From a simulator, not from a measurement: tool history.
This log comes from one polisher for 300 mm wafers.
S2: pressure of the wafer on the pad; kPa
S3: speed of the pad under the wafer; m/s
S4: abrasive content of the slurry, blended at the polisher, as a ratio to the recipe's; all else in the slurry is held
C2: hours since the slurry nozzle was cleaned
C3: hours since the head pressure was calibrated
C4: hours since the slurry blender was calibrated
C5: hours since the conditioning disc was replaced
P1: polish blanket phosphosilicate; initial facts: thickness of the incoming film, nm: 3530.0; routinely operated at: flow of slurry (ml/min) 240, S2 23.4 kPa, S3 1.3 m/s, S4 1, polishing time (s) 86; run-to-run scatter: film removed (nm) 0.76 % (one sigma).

Run 1, day 0.354: flow of slurry (ml/min) 240, S2 23.4 kPa, S3 1.3 m/s, S4 1, polishing time (s) 86; wafers polished on this pad 577; C2 191.3; C3 536.4; C4 222.6; C5 325.5. Result: film removed (nm) 975.17.
Run 2, day 0.725: flow of slurry (ml/min) 240, S2 23.4 kPa, S3 1.3 m/s, S4 0.5, polishing time (s) 86; wafers polished on this pad 691; C2 200.2; C3 545.3; C4 231.5; C5 334.4. Result: film removed (nm) 661.44.
Run 3, day 1.033: flow of slurry (ml/min) 240, S2 23.4 kPa, S3 1.3 m/s, S4 1, polishing time (s) 86; wafers polished on this pad 785; C2 207.6; C3 552.7; C4 238.9; C5 341.8. Result: film removed (nm) 961.28.
Run 4, day 1.325: flow of slurry (ml/min) 240, S2 17.9 kPa, S3 1.3 m/s, S4 0.8, polishing time (s) 86; wafers polished on this pad 874; C2 214.6; C3 559.7; C4 245.9; C5 348.8. Result: film removed (nm) 663.2.
Run 5, day 1.554: flow of slurry (ml/min) 240, S2 33.8 kPa, S3 1.3 m/s, S4 1, polishing time (s) 86; wafers polished on this pad 944; C2 220.1; C3 565.2; C4 251.4; C5 354.3. Result: film removed (nm) 1390.8.
Run 6, day 1.888: flow of slurry (ml/min) 240, S2 23.4 kPa, S3 0.58 m/s, S4 1, polishing time (s) 86; wafers polished on this pad 1045; C2 228.1; C3 573.2; C4 259.4; C5 362.3. Result: film removed (nm) 503.64.
At day 2.104: slurry blender recalibrated.
Run 7, day 2.158: flow of slurry (ml/min) 240, S2 13.1 kPa, S3 1.3 m/s, S4 1, polishing time (s) 86; wafers polished on this pad 1128; C2 234.6; C3 579.7; C4 1.4; C5 368.8. Result: film removed (nm) 537.36.
Run 8, day 2.408: flow of slurry (ml/min) 240, S2 23.4 kPa, S3 1.3 m/s, S4 1.35, polishing time (s) 86; wafers polished on this pad 1204; C2 240.6; C3 585.7; C4 7.4; C5 374.8. Result: film removed (nm) 1088.8.
Run 9, day 2.683: flow of slurry (ml/min) 335, S2 23.4 kPa, S3 1.3 m/s, S4 1, polishing time (s) 86; wafers polished on this pad 1288; C2 247.2; C3 592.3; C4 14; C5 381.4. Result: film removed (nm) 1000.
At day 2.821: head pressure recalibrated.
Run 10, day 2.975: flow of slurry (ml/min) 240, S2 23.4 kPa, S3 1.3 m/s, S4 1, polishing time (s) 86; wafers polished on this pad 1377; C2 254.2; C3 3.8; C4 21; C5 388.4. Result: film removed (nm) 965.91.
Run 11, day 3.379: flow of slurry (ml/min) 240, S2 23.4 kPa, S3 1.88 m/s, S4 1, polishing time (s) 86; wafers polished on this pad 1500; C2 263.9; C3 13.5; C4 30.7; C5 398.1. Result: film removed (nm) 1295.9.
Run 12, day 3.775: flow of slurry (ml/min) 240, S2 23.4 kPa, S3 1.3 m/s, S4 1, polishing time (s) 52; wafers polished on this pad 1621; C2 273.4; C3 23; C4 40.2; C5 407.6. Result: film removed (nm) 590.06.
Run 13, day 4.196: flow of slurry (ml/min) 240, S2 23.4 kPa, S3 1.3 m/s, S4 1, polishing time (s) 86; wafers polished on this pad 1749; C2 283.5; C3 33.1; C4 50.3; C5 417.7. Result: film removed (nm) 963.07.
Run 14, day 4.417: flow of slurry (ml/min) 145, S2 23.4 kPa, S3 1.3 m/s, S4 1, polishing time (s) 86; wafers polished on this pad 1817; C2 288.8; C3 38.4; C4 55.6; C5 423. Result: film removed (nm) 892.99.
Run 15, day 4.725: flow of slurry (ml/min) 240, S2 23.4 kPa, S3 1.3 m/s, S4 1, polishing time (s) 128; wafers polished on this pad 1911; C2 296.2; C3 45.8; C4 63; C5 430.4. Result: film removed (nm) 1433.9.

What does the tool deliver on the next run?
Run 16, day 4.942: flow of slurry (ml/min) 240, S2 23.4 kPa, S3 1.3 m/s, S4 1, polishing time (s) 86; wafers polished on this pad 1977; C2 301.4; C3 51; C4 68.2; C5 435.6. Result: film removed (nm) ?.

Run 16 yielded film removed (nm) 969.97.
